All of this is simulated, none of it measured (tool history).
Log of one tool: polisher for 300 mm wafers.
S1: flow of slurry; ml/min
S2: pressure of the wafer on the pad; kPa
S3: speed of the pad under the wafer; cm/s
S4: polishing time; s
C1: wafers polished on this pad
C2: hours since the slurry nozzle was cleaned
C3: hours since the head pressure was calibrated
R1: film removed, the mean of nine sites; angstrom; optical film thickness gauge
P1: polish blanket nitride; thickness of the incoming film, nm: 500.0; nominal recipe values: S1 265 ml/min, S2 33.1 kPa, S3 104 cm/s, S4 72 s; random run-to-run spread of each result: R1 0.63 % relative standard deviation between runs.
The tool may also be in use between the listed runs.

Run 1, hour 13.1: S1 265 ml/min, S2 33.1 kPa, S3 104 cm/s, S4 72 s; C1 916; C2 274.8; C3 174.5. Result: R1 1561.8 angstrom.
Run 2, hour 26.6: S1 265 ml/min, S2 45.5 kPa, S3 104 cm/s, S4 99 s; C1 1037; C2 288.3; C3 188. Result: R1 2981.3 angstrom.
Run 3, hour 42.5: S1 265 ml/min, S2 47.6 kPa, S3 104 cm/s, S4 72 s; C1 1179; C2 304.2; C3 203.9. Result: R1 2253.3 angstrom.
Run 4, hour 54: S1 265 ml/min, S2 33.1 kPa, S3 104 cm/s, S4 72 s; C1 1282; C2 315.7; C3 215.4. Result: R1 1580.5 angstrom.
Run 5, hour 63.1: S1 265 ml/min, S2 33.1 kPa, S3 104 cm/s, S4 99 s; C1 1363; C2 324.8; C3 224.5. Result: R1 2179.7 angstrom.
Run 6, hour 80.2: S1 160 ml/min, S2 33.1 kPa, S3 104 cm/s, S4 72 s; C1 1516; C2 341.9; C3 241.6. Result: R1 1472.4 angstrom.
Run 7, hour 92.8: S1 265 ml/min, S2 33.1 kPa, S3 104 cm/s, S4 51 s; C1 1629; C2 354.5; C3 254.2. Result: R1 1116.3 angstrom.
Run 8, hour 109.7: S1 380 ml/min, S2 33.1 kPa, S3 104 cm/s, S4 72 s; C1 1780; C2 371.4; C3 271.1. Result: R1 1624 angstrom.
Run 9, hour 122.1: S1 265 ml/min, S2 33.1 kPa, S3 104 cm/s, S4 72 s; C1 1891; C2 383.8; C3 283.5. Result: R1 1577.3 angstrom.
Run 10, hour 133.7: S1 265 ml/min, S2 18.6 kPa, S3 104 cm/s, S4 72 s; C1 1994; C2 395.4; C3 295.1. Result: R1 891.18 angstrom.
Run 11, hour 143.3: S1 265 ml/min, S2 33.1 kPa, S3 104 cm/s, S4 72 s; C1 2080; C2 405; C3 304.7. Result: R1 1568.6 angstrom.
Run 12, hour 151.3: S1 265 ml/min, S2 33.1 kPa, S3 70 cm/s, S4 72 s; C1 2152; C2 413; C3 312.7. Result: R1 1140.6 angstrom.
Run 13, hour 162.7: S1 265 ml/min, S2 33.1 kPa, S3 152 cm/s, S4 72 s; C1 2254; C2 424.4; C3 324.1. Result: R1 2134.8 angstrom.
Run 14, hour 173.2: S1 265 ml/min, S2 33.1 kPa, S3 104 cm/s, S4 72 s; C1 2348; C2 434.9; C3 334.6. Result: R1 1574.8 angstrom.
Run 15, hour 189.7: S1 265 ml/min, S2 33.1 kPa, S3 104 cm/s, S4 72 s; C1 2495; C2 451.4; C3 351.1. Result: R1 1529.2 angstrom.
Run 16, hour 206.7: S1 265 ml/min, S2 33.1 kPa, S3 104 cm/s, S4 72 s; C1 2647; C2 468.4; C3 368.1. Result: R1 1532 angstrom.
Run 17, hour 220.4: S1 265 ml/min, S2 33.1 kPa, S3 104 cm/s, S4 72 s; C1 2770; C2 482.1; C3 381.8. Result: R1 1520.8 angstrom.
Run 18, hour 234.2: S1 265 ml/min, S2 33.1 kPa, S3 104 cm/s, S4 72 s; C1 2893; C2 495.9; C3 395.6. Result: R1 1508.2 angstrom.
Run 19, hour 242.5: S1 265 ml/min, S2 33.1 kPa, S3 104 cm/s, S4 72 s; C1 2967; C2 504.2; C3 403.9. Result: R1 1501 angstrom.
At hour 243.4: head pressure recalibrated.
Run 20, hour 255.7: S1 265 ml/min, S2 33.1 kPa, S3 104 cm/s, S4 72 s; C1 3085; C2 517.4; C3 12.3. Result: R1 1497.3 angstrom.
Run 21, hour 265.3: S1 265 ml/min, S2 33.1 kPa, S3 104 cm/s, S4 72 s; C1 3171; C2 527; C3 21.9. Result: R1 1495.5 angstrom.

Estimate the outcome of run 22 from the log above:
Run 22, hour 273.1: S1 265 ml/min, S2 33.1 kPa, S3 104 cm/s, S4 72 s; C1 3241; C2 534.8; C3 29.7. Result: R1 ?.

R1: 1494.5 angstrom
